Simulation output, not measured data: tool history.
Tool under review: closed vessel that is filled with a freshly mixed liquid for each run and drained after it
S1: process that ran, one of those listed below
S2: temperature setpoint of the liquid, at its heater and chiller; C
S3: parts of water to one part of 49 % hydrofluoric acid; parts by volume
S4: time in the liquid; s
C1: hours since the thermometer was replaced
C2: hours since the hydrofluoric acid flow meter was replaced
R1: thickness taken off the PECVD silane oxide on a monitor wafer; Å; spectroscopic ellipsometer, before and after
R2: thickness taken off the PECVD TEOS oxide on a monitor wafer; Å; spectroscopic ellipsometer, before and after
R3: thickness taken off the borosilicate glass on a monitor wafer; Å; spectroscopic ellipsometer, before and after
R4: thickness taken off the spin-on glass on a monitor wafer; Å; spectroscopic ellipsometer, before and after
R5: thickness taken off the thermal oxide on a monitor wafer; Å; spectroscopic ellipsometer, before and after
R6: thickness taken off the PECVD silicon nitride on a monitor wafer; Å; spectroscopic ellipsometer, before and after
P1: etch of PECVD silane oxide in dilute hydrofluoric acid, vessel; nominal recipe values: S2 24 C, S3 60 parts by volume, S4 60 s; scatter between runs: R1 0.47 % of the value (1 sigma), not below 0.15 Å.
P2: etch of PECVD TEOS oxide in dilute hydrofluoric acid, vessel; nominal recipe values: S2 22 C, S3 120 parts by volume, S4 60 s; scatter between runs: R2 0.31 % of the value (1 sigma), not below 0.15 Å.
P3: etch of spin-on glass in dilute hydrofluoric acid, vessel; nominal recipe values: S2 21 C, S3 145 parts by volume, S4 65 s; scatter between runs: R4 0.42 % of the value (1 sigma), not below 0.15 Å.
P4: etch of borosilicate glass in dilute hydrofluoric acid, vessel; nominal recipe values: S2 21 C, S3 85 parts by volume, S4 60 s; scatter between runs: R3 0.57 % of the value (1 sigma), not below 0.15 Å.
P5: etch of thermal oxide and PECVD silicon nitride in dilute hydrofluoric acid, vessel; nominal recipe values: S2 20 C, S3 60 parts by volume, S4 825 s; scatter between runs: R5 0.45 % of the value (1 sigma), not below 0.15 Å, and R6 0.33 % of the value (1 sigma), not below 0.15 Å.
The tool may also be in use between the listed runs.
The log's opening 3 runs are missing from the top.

{"run": 4, "hour": 11.3, "S1": "P2", "S2": 22, "S3": 40, "S4": 60, "C1": 259.2, "C2": 760, "R2": 283.83}
{"run": 5, "hour": 15.5, "S1": "P2", "S2": 22, "S3": 120, "S4": 90, "C1": 263.4, "C2": 764.2, "R2": 128.45}
{"run": 6, "hour": 20.0, "S1": "P4", "S2": 21, "S3": 85, "S4": 60, "C1": 267.9, "C2": 768.7, "R3": 195.19}
{"run": 7, "hour": 23.0, "S1": "P2", "S2": 22, "S3": 120, "S4": 60, "C1": 270.9, "C2": 771.7, "R2": 85.402}
{"run": 8, "hour": 27.0, "S1": "P3", "S2": 26.5, "S3": 145, "S4": 65, "C1": 274.9, "C2": 775.7, "R4": 102.25}
{"run": 9, "hour": 30.1, "S1": "P4", "S2": 21, "S3": 85, "S4": 100, "C1": 278, "C2": 778.8, "R3": 328.05}
{"run": 10, "hour": 32.2, "S1": "P1", "S2": 24, "S3": 60, "S4": 60, "C1": 280.1, "C2": 780.9, "R1": 278.51}
{"run": 11, "hour": 36.5, "S1": "P1", "S2": 24, "S3": 35, "S4": 60, "C1": 284.4, "C2": 785.2, "R1": 492.86}
{"run": 12, "hour": 38.9, "S1": "P1", "S2": 24, "S3": 60, "S4": 60, "C1": 286.8, "C2": 787.6, "R1": 277.02}
{"run": 13, "hour": 41.7, "S1": "P4", "S2": 17, "S3": 85, "S4": 60, "C1": 289.6, "C2": 790.4, "R3": 166.39}
{"run": 14, "hour": 43.7, "S1": "P5", "S2": 20, "S3": 35, "S4": 825, "C1": 291.6, "C2": 792.4, "R5": 1034.2, "R6": 403.56}
{"run": 15, "hour": 48.2, "S1": "P3", "S2": 21, "S3": 145, "S4": 65, "C1": 296.1, "C2": 796.9, "R4": 82.91}
{"run": 16, "hour": 51.7, "S1": "P1", "S2": 24, "S3": 60, "S4": 60, "C1": 299.6, "C2": 800.4, "R1": 277.91}
{"run": 17, "hour": 54.5, "S1": "P1", "S2": 17, "S3": 60, "S4": 60, "C1": 302.4, "C2": 803.2, "R1": 205.87}
{"run": 18, "hour": 56.8, "S1": "P1", "S2": 24, "S3": 95, "S4": 60, "C1": 304.7, "C2": 805.5, "R1": 167.67}
{"run": 19, "hour": 59.4, "S1": "P4", "S2": 21, "S3": 25, "S4": 60, "C1": 307.3, "C2": 808.1, "R3": 712.56}
{"run": 20, "hour": 62.5, "S1": "P5", "S2": 20, "S3": 60, "S4": 825, "C1": 310.4, "C2": 811.2, "R5": 591.61, "R6": 237.95}
{"run": 21, "hour": 65.9, "S1": "P5", "S2": 20, "S3": 60, "S4": 825, "C1": 313.8, "C2": 814.6, "R5": 585.3, "R6": 238.02}
{"run": 22, "hour": 68.4, "S1": "P5", "S2": 28.5, "S3": 60, "S4": 825, "C1": 316.3, "C2": 817.1, "R5": 833.09, "R6": 420.82}
{"run": 23, "hour": 71.6, "S1": "P1", "S2": 24, "S3": 95, "S4": 30, "C1": 319.5, "C2": 820.3, "R1": 83.984}
{"run": 24, "hour": 75.9, "S1": "P1", "S2": 28, "S3": 60, "S4": 60, "C1": 323.8, "C2": 824.6, "R1": 326.58}
{"run": 25, "hour": 79.0, "S1": "P3", "S2": 21, "S3": 145, "S4": 65, "C1": 326.9, "C2": 827.7, "R4": 83.189}
{"run": 26, "hour": 82.0, "S1": "P2", "S2": 17.5, "S3": 120, "S4": 60, "C1": 329.9, "C2": 830.7, "R2": 71.709}
{"run": 27, "hour": 86.0, "S1": "P5", "S2": 20, "S3": 60, "S4": 1585, "C1": 333.9, "C2": 834.7, "R5": 1129.9, "R6": 459.42}

Estimate the outcome of run 28 from the log above:
{"run": 28, "hour": 89.4, "S1": "P3", "S2": 21, "S3": 35, "S4": 65, "C1": 337.3, "C2": 838.1, "R4": "?"}

{"run 28": {"R4": 391.01}}

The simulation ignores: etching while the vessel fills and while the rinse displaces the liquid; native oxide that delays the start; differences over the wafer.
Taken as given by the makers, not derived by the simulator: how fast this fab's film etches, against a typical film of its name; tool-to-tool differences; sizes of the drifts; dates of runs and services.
